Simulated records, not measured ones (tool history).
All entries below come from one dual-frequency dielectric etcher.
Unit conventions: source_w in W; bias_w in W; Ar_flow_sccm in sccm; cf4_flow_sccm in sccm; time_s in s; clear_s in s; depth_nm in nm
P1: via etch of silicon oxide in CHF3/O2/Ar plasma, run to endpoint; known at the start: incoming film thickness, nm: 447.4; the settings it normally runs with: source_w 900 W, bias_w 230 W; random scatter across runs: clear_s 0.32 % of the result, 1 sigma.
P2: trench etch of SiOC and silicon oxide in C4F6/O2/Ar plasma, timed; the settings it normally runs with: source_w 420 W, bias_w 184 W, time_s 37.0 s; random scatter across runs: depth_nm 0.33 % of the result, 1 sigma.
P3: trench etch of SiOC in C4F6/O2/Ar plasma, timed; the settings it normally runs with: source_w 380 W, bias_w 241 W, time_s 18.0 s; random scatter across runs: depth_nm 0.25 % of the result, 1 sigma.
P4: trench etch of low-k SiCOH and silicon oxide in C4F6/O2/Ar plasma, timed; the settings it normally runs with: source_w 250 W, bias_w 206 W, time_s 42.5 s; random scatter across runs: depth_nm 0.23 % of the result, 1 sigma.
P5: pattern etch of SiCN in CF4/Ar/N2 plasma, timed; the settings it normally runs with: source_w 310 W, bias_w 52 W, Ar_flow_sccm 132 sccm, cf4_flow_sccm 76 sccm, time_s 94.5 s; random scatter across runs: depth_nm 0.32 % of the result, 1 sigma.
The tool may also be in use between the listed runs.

run   hour  process  source_w  bias_w  Ar_flow_sccm  cf4_flow_sccm  time_s  clear_s  depth_nm
  1   11.6       P1       900     230                                        180.14
  2   21.1       P5       310      73           132             76    94.5             59.802
  3   35.3       P3       380     241                                 12.0             27.133
  4   45.5       P1       900     140                                        211.90
  5   51.9       P3       450     241                                 18.0             43.561
  6   61.4       P4       250     206                                 42.5            118.480
  7   76.2       P2       420     122                                 37.0             67.805
  8   88.6       P5       310      52           132             76   128.5             72.008
  9   99.6       P5       310      52           132             76    94.5             52.723
 10  109.8       P3       380     311                                 18.0             44.538
 11  121.8       P1       550     169                                        241.38
 12  129.9       P4       310     206                                 42.5            128.720
 13  139.0       P4       250     247                                 42.5            125.960
 14  147.8       P2       330     184                                 37.0             69.498
 15  161.5       P3       380     241                                 18.0             40.743
 16  170.4       P1       900     278                                        167.17
 17  178.1       P1       900     230                                        180.11
 18  190.6       P1       900     230                                        180.87
 19  203.1       P1       900     230                                        179.64
 20  213.3       P4       250     206                                 53.0            147.520
 21  224.3       P5       310      52           174             76    94.5             50.388
 22  238.5       P4       250     206                                 42.5            118.860
 23  251.0       P5       230      52           132             76    94.5             40.669
 24  261.1       P2       420     184                                 37.0             76.434
 25  272.1       P1       690     230                                        198.58
 26  286.0       P3       380     241                                 18.0             40.682
 27  293.5       P5       310      52           132             60    94.5             51.043
 28  301.5       P1       900     230                                        180.80
 29  315.5       P1       900     230                                        179.71
 30  324.2       P1      1090     230                                        167.86
 31  334.3       P2       420     184                                 55.0            114.720
 32  347.3       P1       900     230                                        179.76
 33  355.9       P1       900     230                                        180.93
 34  364.2       P1       900     230                                        180.84
 35  373.9       P1       900     230                                        182.66
     376.2  -- wet clean of the chamber
 36  387.3       P1       900     230                                        183.21
 37  401.7       P1       900     230                                        182.87
 38  412.8       P1       900     230                                        182.29

P1 no longer gives what it gave before; its output has crept away from where it was. The following 2 causes, each at its listed size, fit the log equally well:
A: source power that arrives under what is set, % = 4.17
B: bias power that arrives under what is set, % = 4.63
At approximately hour 347.3, the process output began to creep.
Every other cause this tool's parts could produce, and why it does not fit the log:
chamber walls in a state that lowers the etch rate, %: maintenance at hour 376.2, after the shift began, did not return the process to its former output

Which of the check runs below tells the causes apart, meaning the causes would give it clearly different results? Each run uses 2 wafers whose results are averaged, and each result is shown as a question mark.
check 1  423.9       P5       310      52           132             76    94.5                  ?
check 2  423.9       P2       420     184                                 37.0                  ?
check 3  423.9       P3       380     241                                 18.0                  ?
check 4  423.9       P4       250     206                                 42.5                  ?

Predicted outcomes, by check and by cause:
  check    result     if A     if B
check 1  depth_nm   50.988   52.083
check 2  depth_nm   75.512   75.635
check 3  depth_nm   39.996   40.011
check 4  depth_nm  116.470  116.520
Minimum pairwise separation of causes per check, each pair taken at its best-separating result: check 1 2.13 %; check 2 0.16 %; check 3 0.04 %; check 4 0.05 %
Only in check 1 would the causes give clearly different results; in the remaining checks their results would be nearly the same.

Check 1 was then run and gave: depth_nm 52.312 nm. Which cause is it?

It is B: bias power that arrives under what is set, %.
